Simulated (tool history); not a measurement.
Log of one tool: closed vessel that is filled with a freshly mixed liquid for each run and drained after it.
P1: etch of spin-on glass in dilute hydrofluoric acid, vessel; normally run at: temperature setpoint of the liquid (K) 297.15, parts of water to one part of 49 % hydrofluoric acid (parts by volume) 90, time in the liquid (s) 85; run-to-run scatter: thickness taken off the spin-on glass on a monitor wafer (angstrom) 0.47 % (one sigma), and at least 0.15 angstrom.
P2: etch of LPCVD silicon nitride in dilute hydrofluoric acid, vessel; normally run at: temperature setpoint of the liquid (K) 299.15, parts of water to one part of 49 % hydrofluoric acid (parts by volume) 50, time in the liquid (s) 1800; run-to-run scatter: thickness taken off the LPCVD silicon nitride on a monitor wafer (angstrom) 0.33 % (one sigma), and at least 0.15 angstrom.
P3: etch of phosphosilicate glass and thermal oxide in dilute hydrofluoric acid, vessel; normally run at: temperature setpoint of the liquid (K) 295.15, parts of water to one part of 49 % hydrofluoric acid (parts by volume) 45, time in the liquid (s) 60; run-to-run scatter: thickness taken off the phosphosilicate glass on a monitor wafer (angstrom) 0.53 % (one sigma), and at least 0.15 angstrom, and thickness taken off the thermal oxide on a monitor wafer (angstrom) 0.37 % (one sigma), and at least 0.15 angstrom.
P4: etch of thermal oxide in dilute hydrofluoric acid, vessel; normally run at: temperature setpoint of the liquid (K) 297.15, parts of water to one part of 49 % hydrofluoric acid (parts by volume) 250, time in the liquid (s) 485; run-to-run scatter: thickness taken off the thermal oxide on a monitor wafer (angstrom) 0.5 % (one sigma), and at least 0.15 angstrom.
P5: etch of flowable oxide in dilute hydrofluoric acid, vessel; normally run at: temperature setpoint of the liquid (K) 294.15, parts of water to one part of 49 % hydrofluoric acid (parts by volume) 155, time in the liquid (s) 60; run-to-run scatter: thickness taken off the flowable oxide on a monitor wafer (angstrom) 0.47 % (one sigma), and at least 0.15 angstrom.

| run | day | process that ran | temperature setpoint of the liquid (K) | parts of water to one part of 49 % hydrofluoric acid (parts by volume) | time in the liquid (s) | hours since the thermometer was replaced | hours since the hydrofluoric acid flow meter was replaced | thickness taken off the spin-on glass on a monitor wafer (angstrom) | thickness taken off the phosphosilicate glass on a monitor wafer (angstrom) | thickness taken off the thermal oxide on a monitor wafer (angstrom) | thickness taken off the flowable oxide on a monitor wafer (angstrom) | thickness taken off the LPCVD silicon nitride on a monitor wafer (angstrom) |
|---|---|---|---|---|---|---|---|---|---|---|---|---|
| 1 | 0.521 | P1 | 297.15 | 90 | 85 | 297.5 | 619.8 | 420.30 |  |  |  |  |
| 2 | 1.250 | P3 | 295.15 | 45 | 60 | 315.0 | 637.3 |  | 2444.9 | 64.239 |  |  |
| 3 | 1.842 | P4 | 297.15 | 250 | 485 | 329.2 | 651.5 |  |  | 81.859 |  |  |
| 4 | 2.208 | P4 | 297.15 | 70 | 485 | 338.0 | 660.3 |  |  | 358.610 |  |  |
| 5 | 2.550 | P5 | 299.65 | 155 | 60 | 346.2 | 668.5 |  |  |  | 176.80 |  |
| 6 | 3.271 | P1 | 297.15 | 90 | 150 | 363.5 | 685.8 | 741.58 |  |  |  |  |
| 7 | 3.725 | P3 | 295.15 | 75 | 60 | 374.4 | 696.7 |  | 1400.3 | 36.560 |  |  |
| 8 | 4.296 | P1 | 304.65 | 90 | 85 | 388.1 | 710.4 | 562.52 |  |  |  |  |
| 9 | 4.792 | P1 | 297.15 | 55 | 85 | 400.0 | 722.3 | 709.20 |  |  |  |  |
| 10 | 5.538 | P5 | 294.15 | 155 | 60 | 417.9 | 740.2 |  |  |  | 143.86 |  |
| 11 | 6.208 | P2 | 299.15 | 50 | 1800 | 434.0 | 756.3 |  |  |  |  | 233.50 |
| 12 | 6.767 | P2 | 299.15 | 50 | 3090 | 447.4 | 769.7 |  |  |  |  | 401.77 |
| 13 | 7.354 | P1 | 297.15 | 145 | 85 | 461.5 | 783.8 | 243.47 |  |  |  |  |
| 14 | 7.950 | P5 | 294.15 | 155 | 110 | 475.8 | 798.1 |  |  |  | 263.99 |  |
| 15 | 8.575 | P3 | 295.15 | 45 | 110 | 490.8 | 813.1 |  | 4456.1 | 116.220 |  |  |
| 16 | 9.292 | P3 | 295.15 | 45 | 60 | 508.0 | 830.3 |  | 2441.6 | 64.225 |  |  |
| 17 | 9.883 | P1 | 304.15 | 90 | 130 | 522.2 | 844.5 | 837.49 |  |  |  |  |
| 18 | 10.542 | P1 | 297.15 | 90 | 85 | 538.0 | 860.3 | 417.69 |  |  |  |  |
| 19 | 10.971 | P3 | 301.65 | 45 | 60 | 548.3 | 870.6 |  | 3180.6 | 82.978 |  |  |
| 20 | 11.742 | P1 | 297.15 | 90 | 40 | 566.8 | 889.1 | 197.37 |  |  |  |  |
| 21 | 12.521 | P2 | 299.15 | 20 | 1800 | 585.5 | 907.8 |  |  |  |  | 570.67 |
| 22 | 12.938 | P5 | 294.15 | 45 | 60 | 595.5 | 917.8 |  |  |  | 563.02 |  |
| 23 | 13.383 | P4 | 297.15 | 250 | 485 | 606.2 | 928.5 |  |  | 82.998 |  |  |
| 24 | 14.012 | P5 | 294.15 | 155 | 60 | 621.3 | 943.6 |  |  |  | 144.40 |  |
| 25 | 14.762 | P1 | 291.65 | 90 | 85 | 639.3 | 961.6 | 335.64 |  |  |  |  |
| 26 | 15.392 | P2 | 307.15 | 50 | 1800 | 654.4 | 976.7 |  |  |  |  | 393.64 |
| 27 | 16.112 | P1 | 297.15 | 90 | 85 | 671.7 | 994.0 | 420.89 |  |  |  |  |
|  | 16.429 | thermometer replaced |
| 28 | 16.750 | P4 | 297.15 | 250 | 830 | 7.8 | 1009.3 |  |  | 141.210 |  |  |
| 29 | 17.096 | P1 | 297.15 | 90 | 85 | 16.1 | 1017.6 | 417.29 |  |  |  |  |
| 30 | 17.817 | P4 | 290.15 | 250 | 485 | 33.4 | 1034.9 |  |  | 63.695 |  |  |
| 31 | 18.388 | P1 | 297.15 | 90 | 85 | 47.1 | 1048.6 | 417.55 |  |  |  |  |
| 32 | 18.892 | P1 | 297.15 | 90 | 85 | 59.2 | 1060.7 | 411.91 |  |  |  |  |
| 33 | 19.517 | P1 | 297.15 | 90 | 85 | 74.2 | 1075.7 | 404.64 |  |  |  |  |
| 34 | 20.117 | P1 | 297.15 | 90 | 85 | 88.6 | 1090.1 | 401.43 |  |  |  |  |
| 35 | 20.838 | P1 | 297.15 | 90 | 85 | 105.9 | 1107.4 | 392.48 |  |  |  |  |
| 36 | 21.417 | P1 | 297.15 | 90 | 85 | 119.8 | 1121.3 | 393.32 |  |  |  |  |
| 37 | 22.029 | P1 | 297.15 | 90 | 85 | 134.5 | 1136.0 | 391.85 |  |  |  |  |
| 38 | 22.771 | P1 | 297.15 | 90 | 85 | 152.3 | 1153.8 | 388.91 |  |  |  |  |
| 39 | 23.342 | P1 | 297.15 | 90 | 85 | 166.0 | 1167.5 | 387.66 |  |  |  |  |
| 40 | 24.004 | P1 | 297.15 | 90 | 85 | 181.9 | 1183.4 | 391.82 |  |  |  |  |
| 41 | 24.350 | P1 | 297.15 | 90 | 85 | 190.2 | 1191.7 | 385.31 |  |  |  |  |
| 42 | 24.700 | P1 | 297.15 | 90 | 85 | 198.6 | 1200.1 | 391.77 |  |  |  |  |

What P1 gives has crept away from where it was. These 2 causes fit the log equally well, each at the size given:
A: hydrofluoric acid flow below the setpoint (%) = 6.51
B: liquid colder than its thermometer reads (K) = 1.87
The creep began at about day 18.388.

4 check runs are offered, one wafer each, their results left as question marks. Which one tells the causes apart?
| check 1 | 25.050 | P4 | 290.15 | 115 | 485 |  |  |  |  | ? |  |  |
| check 2 | 25.050 | P3 | 295.15 | 75 | 90 |  |  |  | ? | ? |  |  |
| check 3 | 25.050 | P2 | 306.65 | 25 | 1800 |  |  |  |  |  |  | ? |
| check 4 | 25.050 | P5 | 298.65 | 65 | 60 |  |  |  |  |  | ? |  |

What each check would give under each cause:
| check | result | if A | if B |
|---|---|---|---|
| check 1 | thickness taken off the thermal oxide on a monitor wafer (angstrom) | 145.410 | 144.910 |
| check 2 | thickness taken off the phosphosilicate glass on a monitor wafer (angstrom) | 1962.1 | 1954.7 |
| check 2 | thickness taken off the thermal oxide on a monitor wafer (angstrom) | 51.282 | 51.089 |
| check 3 | thickness taken off the LPCVD silicon nitride on a monitor wafer (angstrom) | 704.99 | 667.34 |
| check 4 | thickness taken off the flowable oxide on a monitor wafer (angstrom) | 424.63 | 423.68 |
How far apart the two closest causes lie, in the result that separates them most: check 1 0.34 %; check 2 0.38 %; check 3 5.49 %; check 4 0.23 %
Check 3 tells the causes apart: in the others they would give nearly the same result.

Then check 3 was run and gave: thickness taken off the LPCVD silicon nitride on a monitor wafer (angstrom) 669.40. Which cause is it?

It is B: liquid colder than its thermometer reads (K).
